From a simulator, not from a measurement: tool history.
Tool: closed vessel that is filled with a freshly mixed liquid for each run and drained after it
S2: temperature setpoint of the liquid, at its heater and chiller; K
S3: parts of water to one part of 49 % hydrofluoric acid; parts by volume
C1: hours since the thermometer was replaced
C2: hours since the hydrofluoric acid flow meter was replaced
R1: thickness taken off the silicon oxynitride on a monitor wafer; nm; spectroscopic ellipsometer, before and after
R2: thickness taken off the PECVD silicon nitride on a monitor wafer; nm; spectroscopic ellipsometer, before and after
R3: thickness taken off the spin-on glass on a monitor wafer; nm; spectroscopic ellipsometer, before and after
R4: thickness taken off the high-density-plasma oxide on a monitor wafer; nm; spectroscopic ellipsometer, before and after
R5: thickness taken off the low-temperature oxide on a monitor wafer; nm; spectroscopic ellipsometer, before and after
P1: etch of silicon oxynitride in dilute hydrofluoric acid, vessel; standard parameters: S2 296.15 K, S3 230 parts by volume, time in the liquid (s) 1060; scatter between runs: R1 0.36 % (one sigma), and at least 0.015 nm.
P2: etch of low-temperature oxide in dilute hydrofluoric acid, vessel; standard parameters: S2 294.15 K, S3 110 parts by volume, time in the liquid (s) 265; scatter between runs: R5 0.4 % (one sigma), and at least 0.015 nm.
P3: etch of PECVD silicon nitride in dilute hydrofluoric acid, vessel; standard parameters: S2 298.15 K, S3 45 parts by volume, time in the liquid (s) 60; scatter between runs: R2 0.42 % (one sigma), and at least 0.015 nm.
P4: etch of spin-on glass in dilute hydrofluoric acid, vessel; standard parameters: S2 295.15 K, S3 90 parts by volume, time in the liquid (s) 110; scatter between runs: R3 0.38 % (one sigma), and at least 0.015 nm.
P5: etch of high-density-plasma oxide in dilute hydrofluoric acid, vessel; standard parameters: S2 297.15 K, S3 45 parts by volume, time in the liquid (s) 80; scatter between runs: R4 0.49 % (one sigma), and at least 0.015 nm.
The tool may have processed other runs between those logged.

Run 1, hour 6.4: process that ran P1, S2 296.15 K, S3 230 parts by volume, time in the liquid (s) 1060; C1 400.8; C2 750.2. Result: R1 7.5832 nm.
Run 2, hour 13.1: process that ran P1, S2 296.15 K, S3 230 parts by volume, time in the liquid (s) 510; C1 407.5; C2 756.9. Result: R1 3.6639 nm.
Run 3, hour 18.3: process that ran P3, S2 298.15 K, S3 60 parts by volume, time in the liquid (s) 60; C1 412.7; C2 762.1. Result: R2 6.0377 nm.
Run 4, hour 25.5: process that ran P1, S2 296.15 K, S3 385 parts by volume, time in the liquid (s) 1060; C1 419.9; C2 769.3. Result: R1 4.0825 nm.
Run 5, hour 31.3: process that ran P4, S2 302.65 K, S3 90 parts by volume, time in the liquid (s) 110; C1 425.7; C2 775.1. Result: R3 38.394 nm.
Run 6, hour 36.4: process that ran P1, S2 296.15 K, S3 230 parts by volume, time in the liquid (s) 1800; C1 430.8; C2 780.2. Result: R1 12.834 nm.
Run 7, hour 41.2: process that ran P5, S2 297.15 K, S3 20 parts by volume, time in the liquid (s) 80; C1 435.6; C2 785. Result: R4 22.328 nm.
Run 8, hour 48.3: process that ran P1, S2 290.15 K, S3 230 parts by volume, time in the liquid (s) 1060; C1 442.7; C2 792.1. Result: R1 5.792 nm.
Run 9, hour 54.7: process that ran P2, S2 294.15 K, S3 110 parts by volume, time in the liquid (s) 60; C1 449.1; C2 798.5. Result: R5 10.826 nm.
Run 10, hour 60.3: process that ran P5, S2 297.15 K, S3 45 parts by volume, time in the liquid (s) 30; C1 454.7; C2 804.1. Result: R4 3.6082 nm.
Run 11, hour 64.6: process that ran P1, S2 296.15 K, S3 230 parts by volume, time in the liquid (s) 1060; C1 459; C2 808.4. Result: R1 7.5741 nm.
Run 12, hour 69.1: process that ran P4, S2 295.15 K, S3 30 parts by volume, time in the liquid (s) 110; C1 463.5; C2 812.9. Result: R3 92.222 nm.
Run 13, hour 73.1: process that ran P1, S2 303.65 K, S3 230 parts by volume, time in the liquid (s) 1060; C1 467.5; C2 816.9. Result: R1 10.422 nm.
Run 14, hour 80.2: process that ran P3, S2 298.15 K, S3 45 parts by volume, time in the liquid (s) 95; C1 474.6; C2 824. Result: R2 12.643 nm.
At hour 86.5: hydrofluoric acid flow meter replaced.
Run 15, hour 86.7: process that ran P1, S2 296.15 K, S3 305 parts by volume, time in the liquid (s) 540; C1 481.1; C2 0.3. Result: R1 2.7441 nm.
Run 16, hour 92.1: process that ran P4, S2 295.15 K, S3 90 parts by volume, time in the liquid (s) 110; C1 486.5; C2 5.7. Result: R3 28.548 nm.
Run 17, hour 97.8: process that ran P3, S2 298.15 K, S3 45 parts by volume, time in the liquid (s) 60; C1 492.2; C2 11.4. Result: R2 7.9926 nm.
Run 18, hour 104.7: process that ran P2, S2 290.15 K, S3 110 parts by volume, time in the liquid (s) 265; C1 499.1; C2 18.3. Result: R5 41.052 nm.
Run 19, hour 110.8: process that ran P1, S2 296.15 K, S3 230 parts by volume, time in the liquid (s) 1060; C1 505.2; C2 24.4. Result: R1 7.5604 nm.
Run 20, hour 116: process that ran P4, S2 295.15 K, S3 90 parts by volume, time in the liquid (s) 110; C1 510.4; C2 29.6. Result: R3 28.743 nm.
Run 21, hour 121.8: process that ran P1, S2 296.15 K, S3 230 parts by volume, time in the liquid (s) 1060; C1 516.2; C2 35.4. Result: R1 7.5007 nm.
Run 22, hour 127.4: process that ran P2, S2 294.15 K, S3 110 parts by volume, time in the liquid (s) 265; C1 521.8; C2 41. Result: R5 47.962 nm.
Run 23, hour 134.3: process that ran P1, S2 296.15 K, S3 230 parts by volume, time in the liquid (s) 1060; C1 528.7; C2 47.9. Result: R1 7.5637 nm.
Run 24, hour 137.6: process that ran P5, S2 305.15 K, S3 45 parts by volume, time in the liquid (s) 80; C1 532; C2 51.2. Result: R4 13.176 nm.
Run 25, hour 142.3: process that ran P2, S2 294.15 K, S3 25 parts by volume, time in the liquid (s) 265; C1 536.7; C2 55.9. Result: R5 234.03 nm.
Run 26, hour 147.3: process that ran P4, S2 295.15 K, S3 90 parts by volume, time in the liquid (s) 30; C1 541.7; C2 60.9. Result: R3 7.8002 nm.
Run 27, hour 153.3: process that ran P1, S2 296.15 K, S3 355 parts by volume, time in the liquid (s) 120; C1 547.7; C2 66.9. Result: R1 0.49359 nm.
Run 28, hour 158.7: process that ran P1, S2 296.15 K, S3 90 parts by volume, time in the liquid (s) 1060; C1 553.1; C2 72.3. Result: R1 21.44 nm.
Run 29, hour 164.8: process that ran P5, S2 297.15 K, S3 45 parts by volume, time in the liquid (s) 80; C1 559.2; C2 78.4. Result: R4 9.6252 nm.
Run 30, hour 171: process that ran P1, S2 296.15 K, S3 230 parts by volume, time in the liquid (s) 1060; C1 565.4; C2 84.6. Result: R1 7.6088 nm.

Estimate the outcome of run 31 from the log above:
Run 31, hour 174.6: process that ran P3, S2 305.15 K, S3 45 parts by volume, time in the liquid (s) 60; C1 569; C2 88.2. Result: R2 ?.

{"run 31": {"R2": 12.658}}

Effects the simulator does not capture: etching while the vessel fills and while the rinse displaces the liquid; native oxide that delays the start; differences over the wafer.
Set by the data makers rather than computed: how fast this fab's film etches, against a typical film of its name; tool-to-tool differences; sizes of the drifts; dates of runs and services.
